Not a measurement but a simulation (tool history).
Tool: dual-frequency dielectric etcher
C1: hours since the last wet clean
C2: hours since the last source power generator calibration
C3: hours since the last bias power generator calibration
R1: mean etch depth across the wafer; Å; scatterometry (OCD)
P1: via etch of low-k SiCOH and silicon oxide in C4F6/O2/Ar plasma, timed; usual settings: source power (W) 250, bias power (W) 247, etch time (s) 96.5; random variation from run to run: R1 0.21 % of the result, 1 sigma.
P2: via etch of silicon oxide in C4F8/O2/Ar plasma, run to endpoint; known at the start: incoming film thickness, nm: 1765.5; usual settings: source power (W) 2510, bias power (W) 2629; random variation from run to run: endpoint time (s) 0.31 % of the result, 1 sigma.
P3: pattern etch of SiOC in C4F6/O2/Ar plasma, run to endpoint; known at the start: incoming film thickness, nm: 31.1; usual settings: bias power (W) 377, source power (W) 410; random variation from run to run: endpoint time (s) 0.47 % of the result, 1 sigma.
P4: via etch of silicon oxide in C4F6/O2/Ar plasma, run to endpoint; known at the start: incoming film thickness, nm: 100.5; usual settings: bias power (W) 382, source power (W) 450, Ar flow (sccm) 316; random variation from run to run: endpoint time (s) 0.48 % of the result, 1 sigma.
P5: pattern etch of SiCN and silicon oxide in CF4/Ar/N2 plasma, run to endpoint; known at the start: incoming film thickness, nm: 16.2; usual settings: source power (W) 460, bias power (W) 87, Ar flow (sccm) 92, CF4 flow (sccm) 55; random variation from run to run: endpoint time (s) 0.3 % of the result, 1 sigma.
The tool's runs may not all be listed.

{"run": 1, "day": 0.533, "process that ran": "P1", "source power (W)": 250, "bias power (W)": 247, "etch time (s)": 96.5, "C1": 215.4, "C2": 715.6, "C3": 583.3, "R1": 2382.6}
{"run": 2, "day": 0.988, "process that ran": "P1", "source power (W)": 250, "bias power (W)": 247, "etch time (s)": 96.5, "C1": 226.3, "C2": 726.5, "C3": 594.2, "R1": 2395.3}
{"run": 3, "day": 1.292, "process that ran": "P1", "source power (W)": 250, "bias power (W)": 247, "etch time (s)": 124.5, "C1": 233.6, "C2": 733.8, "C3": 601.5, "R1": 3086.2}
{"run": 4, "day": 1.542, "process that ran": "P1", "source power (W)": 250, "bias power (W)": 247, "etch time (s)": 59.5, "C1": 239.6, "C2": 739.8, "C3": 607.5, "R1": 1474.4}
{"run": 5, "day": 1.8, "process that ran": "P5", "source power (W)": 370, "bias power (W)": 87, "Ar flow (sccm)": 92, "CF4 flow (sccm)": 55, "C1": 245.8, "C2": 746, "C3": 613.7, "endpoint time (s)": 21.947}
{"run": 6, "day": 2.138, "process that ran": "P5", "source power (W)": 460, "bias power (W)": 87, "Ar flow (sccm)": 113, "CF4 flow (sccm)": 55, "C1": 253.9, "C2": 754.1, "C3": 621.8, "endpoint time (s)": 18.787}
{"run": 7, "day": 2.679, "process that ran": "P5", "source power (W)": 460, "bias power (W)": 87, "Ar flow (sccm)": 92, "CF4 flow (sccm)": 55, "C1": 266.9, "C2": 767.1, "C3": 634.8, "endpoint time (s)": 18.291}
{"run": 8, "day": 3.138, "process that ran": "P4", "source power (W)": 450, "bias power (W)": 382, "Ar flow (sccm)": 197, "C1": 277.9, "C2": 778.1, "C3": 645.8, "endpoint time (s)": 23.236}
{"run": 9, "day": 3.512, "process that ran": "P4", "source power (W)": 320, "bias power (W)": 382, "Ar flow (sccm)": 316, "C1": 286.9, "C2": 787.1, "C3": 654.8, "endpoint time (s)": 28.071}
{"run": 10, "day": 3.883, "process that ran": "P4", "source power (W)": 450, "bias power (W)": 382, "Ar flow (sccm)": 316, "C1": 295.8, "C2": 796, "C3": 663.7, "endpoint time (s)": 24.355}
{"run": 11, "day": 4.233, "process that ran": "P3", "source power (W)": 410, "bias power (W)": 231, "C1": 304.2, "C2": 804.4, "C3": 672.1, "endpoint time (s)": 13.905}
{"run": 12, "day": 4.562, "process that ran": "P1", "source power (W)": 250, "bias power (W)": 193, "etch time (s)": 96.5, "C1": 312.1, "C2": 812.3, "C3": 680, "R1": 2201.9}
{"run": 13, "day": 4.996, "process that ran": "P1", "source power (W)": 180, "bias power (W)": 247, "etch time (s)": 58.5, "C1": 322.5, "C2": 822.7, "C3": 690.4, "R1": 1282.6}
{"run": 14, "day": 5.438, "process that ran": "P2", "source power (W)": 1920, "bias power (W)": 2629, "C1": 333.1, "C2": 833.3, "C3": 701, "endpoint time (s)": 326.35}
{"run": 15, "day": 5.775, "process that ran": "P5", "source power (W)": 460, "bias power (W)": 87, "Ar flow (sccm)": 92, "CF4 flow (sccm)": 38, "C1": 341.2, "C2": 841.4, "C3": 709.1, "endpoint time (s)": 19.368}
{"run": 16, "day": 6.292, "process that ran": "P1", "source power (W)": 250, "bias power (W)": 247, "etch time (s)": 96.5, "C1": 353.6, "C2": 853.8, "C3": 721.5, "R1": 2387.7}
{"run": 17, "day": 6.838, "process that ran": "P4", "source power (W)": 450, "bias power (W)": 481, "Ar flow (sccm)": 316, "C1": 366.7, "C2": 866.9, "C3": 734.6, "endpoint time (s)": 22.635}
{"run": 18, "day": 7.142, "process that ran": "P1", "source power (W)": 250, "bias power (W)": 247, "etch time (s)": 96.5, "C1": 374, "C2": 874.2, "C3": 741.9, "R1": 2391.5}
{"run": 19, "day": 7.412, "process that ran": "P1", "source power (W)": 300, "bias power (W)": 247, "etch time (s)": 127, "C1": 380.5, "C2": 880.7, "C3": 748.4, "R1": 3371.3}
{"run": 20, "day": 7.742, "process that ran": "P5", "source power (W)": 460, "bias power (W)": 103, "Ar flow (sccm)": 92, "CF4 flow (sccm)": 55, "C1": 388.4, "C2": 888.6, "C3": 756.3, "endpoint time (s)": 17.21}
{"run": 21, "day": 8.204, "process that ran": "P1", "source power (W)": 250, "bias power (W)": 247, "etch time (s)": 96.5, "C1": 399.5, "C2": 899.7, "C3": 767.4, "R1": 2392.2}
{"run": 22, "day": 8.7, "process that ran": "P2", "source power (W)": 2510, "bias power (W)": 2629, "C1": 411.4, "C2": 911.6, "C3": 779.3, "endpoint time (s)": 293.81}
{"run": 23, "day": 9.225, "process that ran": "P2", "source power (W)": 2510, "bias power (W)": 2629, "C1": 424, "C2": 924.2, "C3": 791.9, "endpoint time (s)": 292.99}
{"run": 24, "day": 9.767, "process that ran": "P1", "source power (W)": 300, "bias power (W)": 247, "etch time (s)": 96.5, "C1": 437, "C2": 937.2, "C3": 804.9, "R1": 2566.7}
{"run": 25, "day": 10.3, "process that ran": "P3", "source power (W)": 490, "bias power (W)": 377, "C1": 449.8, "C2": 950, "C3": 817.7, "endpoint time (s)": 11.121}
{"run": 26, "day": 10.767, "process that ran": "P1", "source power (W)": 190, "bias power (W)": 247, "etch time (s)": 96.5, "C1": 461, "C2": 961.2, "C3": 828.9, "R1": 2159.2}
{"run": 27, "day": 11.062, "process that ran": "P4", "source power (W)": 450, "bias power (W)": 382, "Ar flow (sccm)": 316, "C1": 468.1, "C2": 968.3, "C3": 836, "endpoint time (s)": 24.496}
{"run": 28, "day": 11.412, "process that ran": "P1", "source power (W)": 250, "bias power (W)": 247, "etch time (s)": 96.5, "C1": 476.5, "C2": 976.7, "C3": 844.4, "R1": 2395.4}
{"run": 29, "day": 11.767, "process that ran": "P5", "source power (W)": 460, "bias power (W)": 87, "Ar flow (sccm)": 92, "CF4 flow (sccm)": 55, "C1": 485, "C2": 985.2, "C3": 852.9, "endpoint time (s)": 18.337}
{"run": 30, "day": 12.271, "process that ran": "P3", "source power (W)": 410, "bias power (W)": 377, "C1": 497.1, "C2": 997.3, "C3": 865, "endpoint time (s)": 11.76}
{"run": 31, "day": 12.729, "process that ran": "P1", "source power (W)": 250, "bias power (W)": 247, "etch time (s)": 96.5, "C1": 508.1, "C2": 1008.3, "C3": 876, "R1": 2387.5}
{"run": 32, "day": 13.146, "process that ran": "P3", "source power (W)": 410, "bias power (W)": 377, "C1": 518.1, "C2": 1018.3, "C3": 886, "endpoint time (s)": 11.79}
{"run": 33, "day": 13.692, "process that ran": "P2", "source power (W)": 2510, "bias power (W)": 1927, "C1": 531.2, "C2": 1031.4, "C3": 899.1, "endpoint time (s)": 323.23}
{"run": 34, "day": 14.054, "process that ran": "P1", "source power (W)": 250, "bias power (W)": 318, "etch time (s)": 96.5, "C1": 539.9, "C2": 1040.1, "C3": 907.8, "R1": 2612.2}
{"run": 35, "day": 14.425, "process that ran": "P1", "source power (W)": 250, "bias power (W)": 247, "etch time (s)": 96.5, "C1": 548.8, "C2": 1049, "C3": 916.7, "R1": 2389.8}
{"run": 36, "day": 14.896, "process that ran": "P1", "source power (W)": 250, "bias power (W)": 247, "etch time (s)": 96.5, "C1": 560.1, "C2": 1060.3, "C3": 928, "R1": 2404.3}
{"run": 37, "day": 15.167, "process that ran": "P1", "source power (W)": 250, "bias power (W)": 247, "etch time (s)": 96.5, "C1": 566.6, "C2": 1066.8, "C3": 934.5, "R1": 2419.1}
{"run": 38, "day": 15.571, "process that ran": "P1", "source power (W)": 250, "bias power (W)": 247, "etch time (s)": 96.5, "C1": 576.3, "C2": 1076.5, "C3": 944.2, "R1": 2424.9}
{"day": 16.029, "done": "wet clean of the chamber"}
{"run": 39, "day": 16.117, "process that ran": "P1", "source power (W)": 250, "bias power (W)": 247, "etch time (s)": 96.5, "C1": 2.1, "C2": 1089.6, "C3": 957.3, "R1": 2422.8}
{"run": 40, "day": 16.438, "process that ran": "P1", "source power (W)": 250, "bias power (W)": 247, "etch time (s)": 96.5, "C1": 9.8, "C2": 1097.3, "C3": 965, "R1": 2430.5}
{"run": 41, "day": 16.675, "process that ran": "P1", "source power (W)": 250, "bias power (W)": 247, "etch time (s)": 96.5, "C1": 15.5, "C2": 1103, "C3": 970.7, "R1": 2430.5}
{"run": 42, "day": 16.975, "process that ran": "P1", "source power (W)": 250, "bias power (W)": 247, "etch time (s)": 96.5, "C1": 22.7, "C2": 1110.2, "C3": 977.9, "R1": 2433.9}

What P1 gives has crept away from where it was. These 2 causes fit the log equally well, each at the size given:
A: bias power that arrives over what is set, % = 4.61
B: source power that arrives over what is set, % = 4.23
The creep began at about day 14.425.
Why every other cause is out:
chamber walls in a state that raises the etch rate, %: serviced at day 16.029, which brought nothing back

4 check runs are offered, each on 2 wafers whose results are averaged, their results left as question marks. Which one tells the causes apart?
{"run": "check 1", "day": 17.275, "process that ran": "P4", "source power (W)": 450, "bias power (W)": 382, "Ar flow (sccm)": 316, "endpoint time (s)": "?"}
{"run": "check 2", "day": 17.275, "process that ran": "P5", "source power (W)": 460, "bias power (W)": 87, "Ar flow (sccm)": 92, "CF4 flow (sccm)": 55, "endpoint time (s)": "?"}
{"run": "check 3", "day": 17.275, "process that ran": "P2", "source power (W)": 2510, "bias power (W)": 2629, "endpoint time (s)": "?"}
{"run": "check 4", "day": 17.275, "process that ran": "P3", "source power (W)": 410, "bias power (W)": 377, "endpoint time (s)": "?"}

What each check would give under each cause:
check=check_1 result=endpoint_time_(s) if_A=24.122 if_B=24.137
check=check_2 result=endpoint_time_(s) if_A=18.009 if_B=17.651
check=check_3 result=endpoint_time_(s) if_A=289.37 if_B=288.54
check=check_4 result=endpoint_time_(s) if_A=11.616 if_B=11.624
How far apart the two closest causes lie, in the result that separates them most: check 1 0.06 %; check 2 2.01 %; check 3 0.29 %; check 4 0.06 %
Only check 2 tells the causes apart: in the others they would give nearly the same result.

Check 2 was then run and gave: endpoint time (s) 17.676. Which cause is it?

It is B: source power that arrives over what is set, %.

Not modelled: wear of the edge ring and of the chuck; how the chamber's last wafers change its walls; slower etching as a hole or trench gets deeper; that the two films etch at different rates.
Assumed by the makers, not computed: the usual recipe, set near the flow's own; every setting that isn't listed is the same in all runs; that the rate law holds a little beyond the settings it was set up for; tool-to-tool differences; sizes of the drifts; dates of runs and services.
